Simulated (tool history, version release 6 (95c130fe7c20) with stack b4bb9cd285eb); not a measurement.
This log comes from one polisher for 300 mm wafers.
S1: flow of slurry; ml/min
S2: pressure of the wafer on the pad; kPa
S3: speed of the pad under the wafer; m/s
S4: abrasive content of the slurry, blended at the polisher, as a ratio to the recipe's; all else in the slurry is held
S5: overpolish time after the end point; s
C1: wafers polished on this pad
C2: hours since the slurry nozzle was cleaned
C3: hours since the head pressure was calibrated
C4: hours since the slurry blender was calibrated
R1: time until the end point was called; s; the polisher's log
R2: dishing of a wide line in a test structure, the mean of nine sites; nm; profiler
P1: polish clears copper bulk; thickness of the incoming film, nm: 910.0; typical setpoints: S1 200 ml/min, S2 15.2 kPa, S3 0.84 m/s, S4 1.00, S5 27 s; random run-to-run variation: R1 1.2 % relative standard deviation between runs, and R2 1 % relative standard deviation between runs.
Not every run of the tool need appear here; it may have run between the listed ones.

Run 1, hour 8.8: S1 200 ml/min, S2 15.2 kPa, S3 0.84 m/s, S4 1.00, S5 27 s; C1 339; C2 205.4; C3 544.7; C4 55.7. Result: R1 179.95 s, R2 82.181 nm.
Run 2, hour 13.5: S1 200 ml/min, S2 15.2 kPa, S3 0.84 m/s, S4 1.00, S5 27 s; C1 379; C2 210.1; C3 549.4; C4 60.4. Result: R1 173.89 s, R2 80.597 nm.
Run 3, hour 20.4: S1 135 ml/min, S2 15.2 kPa, S3 0.84 m/s, S4 1.00, S5 42 s; C1 438; C2 217.0; C3 556.3; C4 67.3. Result: R1 189.40 s, R2 102.520 nm.
Run 4, hour 25.6: S1 200 ml/min, S2 15.2 kPa, S3 0.84 m/s, S4 1.35, S5 27 s; C1 483; C2 222.2; C3 561.5; C4 72.5. Result: R1 161.17 s, R2 83.731 nm.
Run 5, hour 30.1: S1 200 ml/min, S2 15.2 kPa, S3 0.84 m/s, S4 1.00, S5 27 s; C1 521; C2 226.7; C3 566.0; C4 77.0. Result: R1 172.44 s, R2 80.777 nm.
Run 6, hour 37.5: S1 270 ml/min, S2 15.2 kPa, S3 0.84 m/s, S4 1.00, S5 27 s; C1 585; C2 234.1; C3 573.4; C4 84.4. Result: R1 167.53 s, R2 82.590 nm.
Run 7, hour 46.5: S1 120 ml/min, S2 15.2 kPa, S3 0.84 m/s, S4 1.00, S5 27 s; C1 662; C2 243.1; C3 582.4; C4 93.4. Result: R1 187.41 s, R2 76.407 nm.
Run 8, hour 52.0: S1 200 ml/min, S2 15.2 kPa, S3 0.84 m/s, S4 1.00, S5 8 s; C1 709; C2 248.6; C3 587.9; C4 98.9. Result: R1 174.73 s, R2 30.560 nm.
Run 9, hour 59.3: S1 200 ml/min, S2 15.2 kPa, S3 0.84 m/s, S4 1.00, S5 27 s; C1 771; C2 255.9; C3 595.2; C4 106.2. Result: R1 176.39 s, R2 81.538 nm.
Run 10, hour 65.4: S1 200 ml/min, S2 15.2 kPa, S3 0.54 m/s, S4 1.00, S5 27 s; C1 823; C2 262.0; C3 601.3; C4 112.3. Result: R1 271.37 s, R2 58.527 nm.
Run 11, hour 71.0: S1 200 ml/min, S2 15.2 kPa, S3 0.84 m/s, S4 1.00, S5 46 s; C1 871; C2 267.6; C3 606.9; C4 117.9. Result: R1 175.07 s, R2 111.960 nm.
Run 12, hour 76.4: S1 200 ml/min, S2 24.1 kPa, S3 0.84 m/s, S4 1.00, S5 27 s; C1 917; C2 273.0; C3 612.3; C4 123.3. Result: R1 110.62 s, R2 115.770 nm.
Run 13, hour 83.3: S1 200 ml/min, S2 15.2 kPa, S3 0.84 m/s, S4 0.55, S5 27 s; C1 976; C2 279.9; C3 619.2; C4 130.2. Result: R1 195.85 s, R2 73.850 nm.
Run 14, hour 87.9: S1 200 ml/min, S2 15.2 kPa, S3 1.30 m/s, S4 1.00, S5 27 s; C1 1016; C2 284.5; C3 623.8; C4 134.8. Result: R1 113.42 s, R2 102.840 nm.
Run 15, hour 93.6: S1 200 ml/min, S2 11.0 kPa, S3 0.84 m/s, S4 1.00, S5 27 s; C1 1065; C2 290.2; C3 629.5; C4 140.5. Result: R1 239.18 s, R2 61.878 nm.
Run 16, hour 97.9: S1 200 ml/min, S2 15.2 kPa, S3 0.84 m/s, S4 1.00, S5 27 s; C1 1101; C2 294.5; C3 633.8; C4 144.8. Result: R1 173.79 s, R2 80.067 nm.
Run 17, hour 105.3: S1 200 ml/min, S2 15.2 kPa, S3 0.84 m/s, S4 1.00, S5 27 s; C1 1165; C2 301.9; C3 641.2; C4 152.2. Result: R1 176.43 s, R2 78.937 nm.
Run 18, hour 113.4: S1 200 ml/min, S2 15.2 kPa, S3 0.84 m/s, S4 1.00, S5 27 s; C1 1234; C2 310.0; C3 649.3; C4 160.3. Result: R1 182.10 s, R2 79.783 nm.
Run 19, hour 120.5: S1 200 ml/min, S2 15.2 kPa, S3 0.84 m/s, S4 1.00, S5 27 s; C1 1295; C2 317.1; C3 656.4; C4 167.4. Result: R1 183.58 s, R2 76.713 nm.
At hour 124.8: slurry blender recalibrated.
At hour 125.4: head pressure recalibrated.
Run 20, hour 129.2: S1 200 ml/min, S2 15.2 kPa, S3 0.84 m/s, S4 1.00, S5 27 s; C1 1369; C2 325.8; C3 3.8; C4 4.4. Result: R1 184.15 s, R2 77.439 nm.

Predict the results of run 21:
Run 21, hour 134.4: S1 200 ml/min, S2 15.2 kPa, S3 0.84 m/s, S4 1.00, S5 27 s; C1 1414; C2 331.0; C3 9.0; C4 9.6. Result: R1 ?, R2 ?.

Run 21 yielded R1 187.51 s, R2 76.851 nm.
